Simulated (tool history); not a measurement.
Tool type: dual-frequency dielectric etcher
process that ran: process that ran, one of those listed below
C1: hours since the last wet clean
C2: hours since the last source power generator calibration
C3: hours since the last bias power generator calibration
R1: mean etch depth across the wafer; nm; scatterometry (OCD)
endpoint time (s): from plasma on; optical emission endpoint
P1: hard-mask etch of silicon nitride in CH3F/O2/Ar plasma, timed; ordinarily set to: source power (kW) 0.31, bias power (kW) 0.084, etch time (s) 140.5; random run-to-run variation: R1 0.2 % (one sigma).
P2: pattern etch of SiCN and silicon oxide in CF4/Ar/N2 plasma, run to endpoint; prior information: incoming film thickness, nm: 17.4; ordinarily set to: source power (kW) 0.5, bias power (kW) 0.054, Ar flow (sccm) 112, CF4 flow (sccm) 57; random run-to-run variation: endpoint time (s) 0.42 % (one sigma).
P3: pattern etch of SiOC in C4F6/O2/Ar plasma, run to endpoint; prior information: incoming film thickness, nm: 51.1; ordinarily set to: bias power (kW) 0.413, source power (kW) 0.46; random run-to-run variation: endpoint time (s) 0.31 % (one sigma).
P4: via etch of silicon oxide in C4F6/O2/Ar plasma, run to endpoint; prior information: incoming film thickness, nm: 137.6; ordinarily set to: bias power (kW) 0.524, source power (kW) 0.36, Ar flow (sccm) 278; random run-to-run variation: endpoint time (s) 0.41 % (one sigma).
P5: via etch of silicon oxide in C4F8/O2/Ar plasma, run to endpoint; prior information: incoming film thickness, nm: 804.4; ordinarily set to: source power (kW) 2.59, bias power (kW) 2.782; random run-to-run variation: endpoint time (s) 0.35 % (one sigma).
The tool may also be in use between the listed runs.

{"run": 1, "hour": 15.1, "process that ran": "P1", "source power (kW)": 0.31, "bias power (kW)": 0.084, "etch time (s)": 140.5, "C1": 426.9, "C2": 1328.5, "C3": 1625.1, "R1": 94.643}
{"run": 2, "hour": 24.5, "process that ran": "P1", "source power (kW)": 0.31, "bias power (kW)": 0.052, "etch time (s)": 140.5, "C1": 436.3, "C2": 1337.9, "C3": 1634.5, "R1": 80.112}
{"run": 3, "hour": 34.8, "process that ran": "P1", "source power (kW)": 0.31, "bias power (kW)": 0.084, "etch time (s)": 140.5, "C1": 446.6, "C2": 1348.2, "C3": 1644.8, "R1": 94.132}
{"run": 4, "hour": 42.4, "process that ran": "P1", "source power (kW)": 0.21, "bias power (kW)": 0.084, "etch time (s)": 140.5, "C1": 454.2, "C2": 1355.8, "C3": 1652.4, "R1": 81.976}
{"run": 5, "hour": 50.1, "process that ran": "P1", "source power (kW)": 0.31, "bias power (kW)": 0.102, "etch time (s)": 140.5, "C1": 461.9, "C2": 1363.5, "C3": 1660.1, "R1": 101.58}
{"run": 6, "hour": 62.5, "process that ran": "P1", "source power (kW)": 0.31, "bias power (kW)": 0.058, "etch time (s)": 100.5, "C1": 474.3, "C2": 1375.9, "C3": 1672.5, "R1": 59.228}
{"run": 7, "hour": 70.0, "process that ran": "P4", "source power (kW)": 0.36, "bias power (kW)": 0.641, "Ar flow (sccm)": 278, "C1": 481.8, "C2": 1383.4, "C3": 1680, "endpoint time (s)": 28.477}
{"run": 8, "hour": 79.3, "process that ran": "P1", "source power (kW)": 0.31, "bias power (kW)": 0.084, "etch time (s)": 140.5, "C1": 491.1, "C2": 1392.7, "C3": 1689.3, "R1": 94.615}
{"run": 9, "hour": 91.9, "process that ran": "P2", "source power (kW)": 0.4, "bias power (kW)": 0.054, "Ar flow (sccm)": 112, "CF4 flow (sccm)": 57, "C1": 503.7, "C2": 1405.3, "C3": 1701.9, "endpoint time (s)": 25.843}
{"run": 10, "hour": 99.8, "process that ran": "P3", "source power (kW)": 0.46, "bias power (kW)": 0.413, "C1": 511.6, "C2": 1413.2, "C3": 1709.8, "endpoint time (s)": 17.776}
{"run": 11, "hour": 111.1, "process that ran": "P5", "source power (kW)": 2.59, "bias power (kW)": 3.898, "C1": 522.9, "C2": 1424.5, "C3": 1721.1, "endpoint time (s)": 116.46}
{"run": 12, "hour": 121.9, "process that ran": "P4", "source power (kW)": 0.36, "bias power (kW)": 0.524, "Ar flow (sccm)": 198, "C1": 533.7, "C2": 1435.3, "C3": 1731.9, "endpoint time (s)": 29.617}
{"run": 13, "hour": 132.0, "process that ran": "P2", "source power (kW)": 0.5, "bias power (kW)": 0.054, "Ar flow (sccm)": 112, "CF4 flow (sccm)": 57, "C1": 543.8, "C2": 1445.4, "C3": 1742, "endpoint time (s)": 21.32}
{"run": 14, "hour": 144.3, "process that ran": "P2", "source power (kW)": 0.5, "bias power (kW)": 0.054, "Ar flow (sccm)": 86, "CF4 flow (sccm)": 57, "C1": 556.1, "C2": 1457.7, "C3": 1754.3, "endpoint time (s)": 20.383}
{"run": 15, "hour": 154.5, "process that ran": "P5", "source power (kW)": 2.59, "bias power (kW)": 2.782, "C1": 566.3, "C2": 1467.9, "C3": 1764.5, "endpoint time (s)": 128.74}
{"run": 16, "hour": 169.9, "process that ran": "P1", "source power (kW)": 0.31, "bias power (kW)": 0.084, "etch time (s)": 209.5, "C1": 581.7, "C2": 1483.3, "C3": 1779.9, "R1": 140.92}
{"run": 17, "hour": 178.0, "process that ran": "P4", "source power (kW)": 0.36, "bias power (kW)": 0.524, "Ar flow (sccm)": 278, "C1": 589.8, "C2": 1491.4, "C3": 1788, "endpoint time (s)": 30.654}
{"run": 18, "hour": 189.4, "process that ran": "P3", "source power (kW)": 0.46, "bias power (kW)": 0.413, "C1": 601.2, "C2": 1502.8, "C3": 1799.4, "endpoint time (s)": 17.869}
{"run": 19, "hour": 196.7, "process that ran": "P1", "source power (kW)": 0.43, "bias power (kW)": 0.084, "etch time (s)": 140.5, "C1": 608.5, "C2": 1510.1, "C3": 1806.7, "R1": 107.04}
{"run": 20, "hour": 211.8, "process that ran": "P3", "source power (kW)": 0.64, "bias power (kW)": 0.413, "C1": 623.6, "C2": 1525.2, "C3": 1821.8, "endpoint time (s)": 15.807}
{"hour": 216.2, "done": "wet clean of the chamber"}
{"run": 21, "hour": 226.7, "process that ran": "P1", "source power (kW)": 0.31, "bias power (kW)": 0.084, "etch time (s)": 140.5, "C1": 10.6, "C2": 1540.1, "C3": 1836.7, "R1": 94.451}
{"run": 22, "hour": 235.5, "process that ran": "P1", "source power (kW)": 0.31, "bias power (kW)": 0.084, "etch time (s)": 77.5, "C1": 19.4, "C2": 1548.9, "C3": 1845.5, "R1": 52.254}
{"run": 23, "hour": 245.7, "process that ran": "P1", "source power (kW)": 0.31, "bias power (kW)": 0.084, "etch time (s)": 140.5, "C1": 29.6, "C2": 1559.1, "C3": 1855.7, "R1": 94.34}
{"run": 24, "hour": 260.2, "process that ran": "P4", "source power (kW)": 0.36, "bias power (kW)": 0.524, "Ar flow (sccm)": 278, "C1": 44.1, "C2": 1573.6, "C3": 1870.2, "endpoint time (s)": 30.602}
{"run": 25, "hour": 272.3, "process that ran": "P2", "source power (kW)": 0.5, "bias power (kW)": 0.054, "Ar flow (sccm)": 112, "CF4 flow (sccm)": 57, "C1": 56.2, "C2": 1585.7, "C3": 1882.3, "endpoint time (s)": 21.345}
{"run": 26, "hour": 280.5, "process that ran": "P2", "source power (kW)": 0.5, "bias power (kW)": 0.035, "Ar flow (sccm)": 112, "CF4 flow (sccm)": 57, "C1": 64.4, "C2": 1593.9, "C3": 1890.5, "endpoint time (s)": 24.607}
{"run": 27, "hour": 288.0, "process that ran": "P3", "source power (kW)": 0.46, "bias power (kW)": 0.512, "C1": 71.9, "C2": 1601.4, "C3": 1898, "endpoint time (s)": 16.506}
{"run": 28, "hour": 296.7, "process that ran": "P4", "source power (kW)": 0.26, "bias power (kW)": 0.524, "Ar flow (sccm)": 278, "C1": 80.6, "C2": 1610.1, "C3": 1906.7, "endpoint time (s)": 34.726}
{"run": 29, "hour": 308.1, "process that ran": "P2", "source power (kW)": 0.5, "bias power (kW)": 0.054, "Ar flow (sccm)": 112, "CF4 flow (sccm)": 43, "C1": 92, "C2": 1621.5, "C3": 1918.1, "endpoint time (s)": 22.603}
{"run": 30, "hour": 319.0, "process that ran": "P5", "source power (kW)": 3.4, "bias power (kW)": 2.782, "C1": 102.9, "C2": 1632.4, "C3": 1929, "endpoint time (s)": 115.86}
{"run": 31, "hour": 326.1, "process that ran": "P1", "source power (kW)": 0.31, "bias power (kW)": 0.084, "etch time (s)": 140.5, "C1": 110, "C2": 1639.5, "C3": 1936.1, "R1": 94.821}
{"run": 32, "hour": 337.9, "process that ran": "P1", "source power (kW)": 0.31, "bias power (kW)": 0.084, "etch time (s)": 140.5, "C1": 121.8, "C2": 1651.3, "C3": 1947.9, "R1": 93.923}
{"run": 33, "hour": 349.5, "process that ran": "P1", "source power (kW)": 0.31, "bias power (kW)": 0.084, "etch time (s)": 140.5, "C1": 133.4, "C2": 1662.9, "C3": 1959.5, "R1": 93.8}
{"run": 34, "hour": 362.0, "process that ran": "P1", "source power (kW)": 0.31, "bias power (kW)": 0.084, "etch time (s)": 140.5, "C1": 145.9, "C2": 1675.4, "C3": 1972, "R1": 93.675}
{"hour": 370.8, "done": "wet clean of the chamber"}
{"run": 35, "hour": 375.2, "process that ran": "P1", "source power (kW)": 0.31, "bias power (kW)": 0.084, "etch time (s)": 140.5, "C1": 4.4, "C2": 1688.6, "C3": 1985.2, "R1": 93.54}
{"run": 36, "hour": 387.0, "process that ran": "P1", "source power (kW)": 0.31, "bias power (kW)": 0.084, "etch time (s)": 140.5, "C1": 16.2, "C2": 1700.4, "C3": 1997, "R1": 93.242}
{"run": 37, "hour": 399.3, "process that ran": "P1", "source power (kW)": 0.31, "bias power (kW)": 0.084, "etch time (s)": 140.5, "C1": 28.5, "C2": 1712.7, "C3": 2009.3, "R1": 93.426}
{"run": 38, "hour": 414.7, "process that ran": "P1", "source power (kW)": 0.31, "bias power (kW)": 0.084, "etch time (s)": 140.5, "C1": 43.9, "C2": 1728.1, "C3": 2024.7, "R1": 93.45}

P1 has crept away from where it was. The log is fitted equally well by each of these 2 causes, at the sizes shown:
A: source power that arrives under what is set, % = 3.43
B: bias power that arrives under what is set, % = 3.56
Onset of the creep was near hour 326.1.
Other possible causes, and why each is ruled out:
chamber walls in a state that lowers the etch rate, %: serviced at hour 370.8, after the drift had started, without restoring the earlier output

4 check runs are offered, each on 3 wafers whose results are averaged, their results left as question marks. Which one tells the causes apart?
{"run": "check 1", "hour": 430.1, "process that ran": "P2", "source power (kW)": 0.43, "bias power (kW)": 0.038, "Ar flow (sccm)": 112, "CF4 flow (sccm)": 57, "endpoint time (s)": "?"}
{"run": "check 2", "hour": 430.1, "process that ran": "P4", "source power (kW)": 0.26, "bias power (kW)": 0.524, "Ar flow (sccm)": 278, "endpoint time (s)": "?"}
{"run": "check 3", "hour": 430.1, "process that ran": "P3", "source power (kW)": 0.55, "bias power (kW)": 0.497, "endpoint time (s)": "?"}
{"run": "check 4", "hour": 430.1, "process that ran": "P5", "source power (kW)": 3.27, "bias power (kW)": 3.881, "endpoint time (s)": "?"}

Expected result of each check under each candidate cause:
check=check_1 result=endpoint_time_(s) if_A=28.239 if_B=27.676
check=check_2 result=endpoint_time_(s) if_A=35.028 if_B=35.068
check=check_3 result=endpoint_time_(s) if_A=15.864 if_B=15.869
check=check_4 result=endpoint_time_(s) if_A=107.8 if_B=107.57
Gap, in per cent, between the two causes that each check separates least, read from the result that separates them most: check 1 2.01 %; check 2 0.11 %; check 3 0.03 %; check 4 0.21 %
Only check 1 tells the causes apart: in the others they would give nearly the same result.

Running check 1 produced the following: endpoint time (s) 28.314. Which one of the listed causes fits?

It was cause A: source power that arrives under what is set, %.
